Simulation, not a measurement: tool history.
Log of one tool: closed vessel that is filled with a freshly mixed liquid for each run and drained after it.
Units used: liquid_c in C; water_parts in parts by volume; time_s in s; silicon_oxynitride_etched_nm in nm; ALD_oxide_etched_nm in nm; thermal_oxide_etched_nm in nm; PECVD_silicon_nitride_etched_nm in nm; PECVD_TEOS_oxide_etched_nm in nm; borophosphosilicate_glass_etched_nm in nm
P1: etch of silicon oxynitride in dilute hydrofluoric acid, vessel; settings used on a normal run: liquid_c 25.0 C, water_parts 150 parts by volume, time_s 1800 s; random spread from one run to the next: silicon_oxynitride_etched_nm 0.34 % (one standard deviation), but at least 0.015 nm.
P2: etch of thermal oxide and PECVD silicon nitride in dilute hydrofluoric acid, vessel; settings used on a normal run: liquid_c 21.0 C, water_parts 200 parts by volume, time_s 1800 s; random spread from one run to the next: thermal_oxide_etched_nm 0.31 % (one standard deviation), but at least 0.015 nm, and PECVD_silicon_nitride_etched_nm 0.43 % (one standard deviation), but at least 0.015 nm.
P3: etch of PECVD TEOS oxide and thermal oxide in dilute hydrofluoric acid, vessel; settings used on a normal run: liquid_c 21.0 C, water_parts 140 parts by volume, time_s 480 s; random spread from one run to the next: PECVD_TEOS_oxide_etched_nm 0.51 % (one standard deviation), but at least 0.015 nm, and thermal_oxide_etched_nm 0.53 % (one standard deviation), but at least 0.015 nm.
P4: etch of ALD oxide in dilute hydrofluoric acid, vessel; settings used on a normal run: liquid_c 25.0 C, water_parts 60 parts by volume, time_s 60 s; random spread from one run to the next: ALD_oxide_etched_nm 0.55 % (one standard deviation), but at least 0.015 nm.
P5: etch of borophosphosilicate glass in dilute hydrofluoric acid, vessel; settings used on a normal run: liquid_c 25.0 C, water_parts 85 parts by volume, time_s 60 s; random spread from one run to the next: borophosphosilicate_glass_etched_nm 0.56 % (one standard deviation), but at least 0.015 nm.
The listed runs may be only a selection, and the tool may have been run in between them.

run	hour	process	liquid_c	water_parts	time_s	silicon_oxynitride_etched_nm	ALD_oxide_etched_nm	thermal_oxide_etched_nm	PECVD_silicon_nitride_etched_nm	PECVD_TEOS_oxide_etched_nm	borophosphosilicate_glass_etched_nm
1	6.8	P1	25.0	150	1800	16.61300					
2	12.3	P1	20.0	150	1800	13.18500					
3	19.4	P1	25.0	150	1800	16.58900					
4	25.4	P4	25.0	60	30		13.884				
5	30.6	P2	21.0	320	1800			19.542	10.396		
6	36.0	P1	25.0	150	1800	16.70400					
7	41.1	P1	30.0	150	1800	20.87500					
8	46.6	P1	25.0	240	1800	9.70120					
9	50.6	P3	21.0	140	480			13.045		52.880	
10	57.7	P4	25.0	60	60		28.027				
11	64.3	P1	25.0	150	3210	29.65400					
12	71.2	P1	25.0	150	1800	16.73400					
13	76.0	P1	25.0	150	30	0.30331					
# hour 76.6: hydrofluoric acid flow meter replaced
14	80.6	P4	25.0	60	60		27.718				
15	86.3	P4	25.0	20	60		87.969				
16	90.5	P5	25.0	85	30						20.514
17	97.6	P2	25.0	200	1800			40.649	21.059		
18	103.1	P3	21.0	140	480			13.101		52.599	
19	110.6	P2	21.0	200	1800			34.872	16.372		
20	115.2	P5	25.0	40	60						92.819
21	119.8	P1	25.0	150	1800	16.56900					
22	125.5	P3	21.0	75	480			26.272		105.420	
23	131.9	P5	25.0	85	60						41.244
24	137.5	P5	18.5	85	60						31.538
25	144.1	P4	17.0	60	60		19.685				
26	149.3	P2	21.0	200	3515			68.687	32.277		
27	154.9	P2	21.0	200	1800			35.282	16.422		
28	159.6	P1	31.0	150	390	4.67300					
29	164.0	P3	21.0	140	830			22.702		91.575	
30	171.4	P3	17.0	140	480			11.042		44.936	
31	178.9	P1	25.0	95	1800	27.68900					
32	186.2	P5	25.0	85	60						41.275
33	192.1	P1	25.0	150	1800	16.60000					
34	197.3	P1	25.0	150	1800	17.42500					
35	201.5	P1	25.0	150	1800	17.69100					
36	204.8	P1	25.0	150	1800	17.92600					
37	210.6	P1	25.0	150	1800	18.18000					
38	213.9	P1	25.0	150	1800	18.39000					
39	219.4	P1	25.0	150	1800	18.33200					
40	226.7	P1	25.0	150	1800	18.47700					
41	230.8	P1	25.0	150	1800	18.37800					

What P1 gives has crept away from where it was. These 2 causes fit the log equally well, each at the size given:
A: liquid hotter than its thermometer reads (K) = 2.31
B: hydrofluoric acid flow above the setpoint (%) = 9.73
The drift started at roughly hour 192.1.

Question marks stand in for the results of the 4 check runs listed below, each run on one wafer. Under which run would the listed causes show clearly different results?
check 1	234.9	P4	18.5	60	30		?				
check 2	234.9	P5	22.0	85	30						?
check 3	234.9	P3	17.0	95	480			?		?	
check 4	234.9	P2	21.0	270	3405			?	?		

What each check would give under each cause:
check	result	if A	if B
check 1	ALD_oxide_etched_nm	11.700	11.715
check 2	borophosphosilicate_glass_etched_nm	20.032	20.208
check 3	thermal_oxide_etched_nm	18.971	19.065
check 3	PECVD_TEOS_oxide_etched_nm	76.507	76.886
check 4	thermal_oxide_etched_nm	50.012	51.638
check 4	PECVD_silicon_nitride_etched_nm	26.925	25.494
Separation of the two closest causes in each check, using whichever result separates them best: check 1 0.12 %; check 2 0.88 %; check 3 0.49 %; check 4 5.46 %
Check 4 tells the causes apart: in the others they would give nearly the same result.

Check 4 has now been run. It gave: thermal_oxide_etched_nm 51.521 nm; PECVD_silicon_nitride_etched_nm 25.515 nm. Which of the candidate causes is it?

The cause is B: hydrofluoric acid flow above the setpoint (%).

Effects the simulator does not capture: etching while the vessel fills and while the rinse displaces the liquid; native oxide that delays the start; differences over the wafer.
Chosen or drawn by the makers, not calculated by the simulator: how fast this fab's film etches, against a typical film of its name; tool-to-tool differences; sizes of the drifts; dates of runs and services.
